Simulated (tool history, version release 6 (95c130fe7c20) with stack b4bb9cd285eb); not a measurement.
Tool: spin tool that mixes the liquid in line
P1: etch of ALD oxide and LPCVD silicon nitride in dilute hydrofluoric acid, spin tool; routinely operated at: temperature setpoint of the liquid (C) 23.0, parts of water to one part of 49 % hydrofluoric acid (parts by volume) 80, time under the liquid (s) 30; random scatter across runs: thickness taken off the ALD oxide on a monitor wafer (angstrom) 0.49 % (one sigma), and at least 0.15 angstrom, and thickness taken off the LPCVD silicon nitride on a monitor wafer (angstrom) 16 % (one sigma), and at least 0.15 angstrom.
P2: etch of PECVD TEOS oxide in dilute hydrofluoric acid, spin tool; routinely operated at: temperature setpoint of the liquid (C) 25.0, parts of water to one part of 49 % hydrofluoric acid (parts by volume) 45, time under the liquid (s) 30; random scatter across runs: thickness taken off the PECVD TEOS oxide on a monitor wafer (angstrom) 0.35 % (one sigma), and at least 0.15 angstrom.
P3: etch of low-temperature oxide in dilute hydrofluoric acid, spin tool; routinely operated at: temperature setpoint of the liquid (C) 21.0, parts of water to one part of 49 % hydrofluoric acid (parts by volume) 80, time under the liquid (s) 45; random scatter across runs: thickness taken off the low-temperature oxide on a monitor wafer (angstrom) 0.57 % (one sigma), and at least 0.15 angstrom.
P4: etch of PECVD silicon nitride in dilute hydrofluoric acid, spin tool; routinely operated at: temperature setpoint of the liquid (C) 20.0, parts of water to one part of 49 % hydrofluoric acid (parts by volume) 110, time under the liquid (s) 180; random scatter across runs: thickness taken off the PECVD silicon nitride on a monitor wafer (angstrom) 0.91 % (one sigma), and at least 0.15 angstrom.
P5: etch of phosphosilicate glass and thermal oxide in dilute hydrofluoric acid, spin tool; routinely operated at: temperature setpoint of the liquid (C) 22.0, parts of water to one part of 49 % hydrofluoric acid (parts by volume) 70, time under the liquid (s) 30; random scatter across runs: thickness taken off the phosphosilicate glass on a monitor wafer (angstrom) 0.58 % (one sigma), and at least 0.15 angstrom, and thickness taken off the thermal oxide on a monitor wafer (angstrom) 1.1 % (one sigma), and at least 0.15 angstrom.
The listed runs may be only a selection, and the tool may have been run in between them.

run	day	process that ran	temperature setpoint of the liquid (C)	parts of water to one part of 49 % hydrofluoric acid (parts by volume)	time under the liquid (s)	thickness taken off the ALD oxide on a monitor wafer (angstrom)	thickness taken off the LPCVD silicon nitride on a monitor wafer (angstrom)	thickness taken off the phosphosilicate glass on a monitor wafer (angstrom)	thickness taken off the thermal oxide on a monitor wafer (angstrom)	thickness taken off the PECVD silicon nitride on a monitor wafer (angstrom)	thickness taken off the PECVD TEOS oxide on a monitor wafer (angstrom)	thickness taken off the low-temperature oxide on a monitor wafer (angstrom)
1	0.304	P1	23.0	80	30	121.900	1.12860					
2	0.629	P5	22.0	20	30			1448.10	72.253			
3	0.838	P4	20.0	110	180					29.2940		
4	1.225	P5	22.0	70	30			394.68	19.345			
5	1.508	P1	23.0	80	30	122.380	1.53760					
6	1.925	P2	28.5	45	30						147.290	
7	2.212	P1	23.0	140	30	64.942	0.98926					
8	2.538	P1	30.0	80	30	160.330	2.22990					
# day 2.796: hydrofluoric acid flow meter replaced
9	2.938	P1	23.0	30	30	349.230	3.98000					
10	3.350	P1	23.0	80	15	61.071	0.72398					
11	3.783	P1	23.0	30	15	173.000	2.50590					
12	4.146	P3	21.0	80	65							140.250
13	4.621	P3	21.0	110	45							68.149
14	5.083	P2	25.0	45	50						214.490	
15	5.304	P1	18.5	80	30	100.920	1.44780					
16	5.750	P5	22.0	70	30			394.16	19.698			
17	6.179	P3	17.0	80	45							82.656
18	6.383	P1	23.0	80	55	224.530	3.38800					
19	6.708	P4	20.0	110	15					2.2415		
20	6.921	P2	25.0	75	30						73.471	
21	7.312	P5	17.0	70	30			318.14	15.840			
22	7.525	P2	25.0	45	30						127.540	
23	7.908	P1	28.0	80	15	74.173	1.23830					
24	8.321	P1	23.0	80	30	122.830	1.68530					
25	8.554	P3	21.0	80	45							96.615
26	8.946	P4	20.0	165	180					20.3150		
27	9.362	P5	22.0	70	50			652.09	32.617			

The next listed run, before its measurement:
28	9.608	P4	26.5	110	180					?		

Logged for run 28: thickness taken off the PECVD silicon nitride on a monitor wafer (angstrom) 44.8810.

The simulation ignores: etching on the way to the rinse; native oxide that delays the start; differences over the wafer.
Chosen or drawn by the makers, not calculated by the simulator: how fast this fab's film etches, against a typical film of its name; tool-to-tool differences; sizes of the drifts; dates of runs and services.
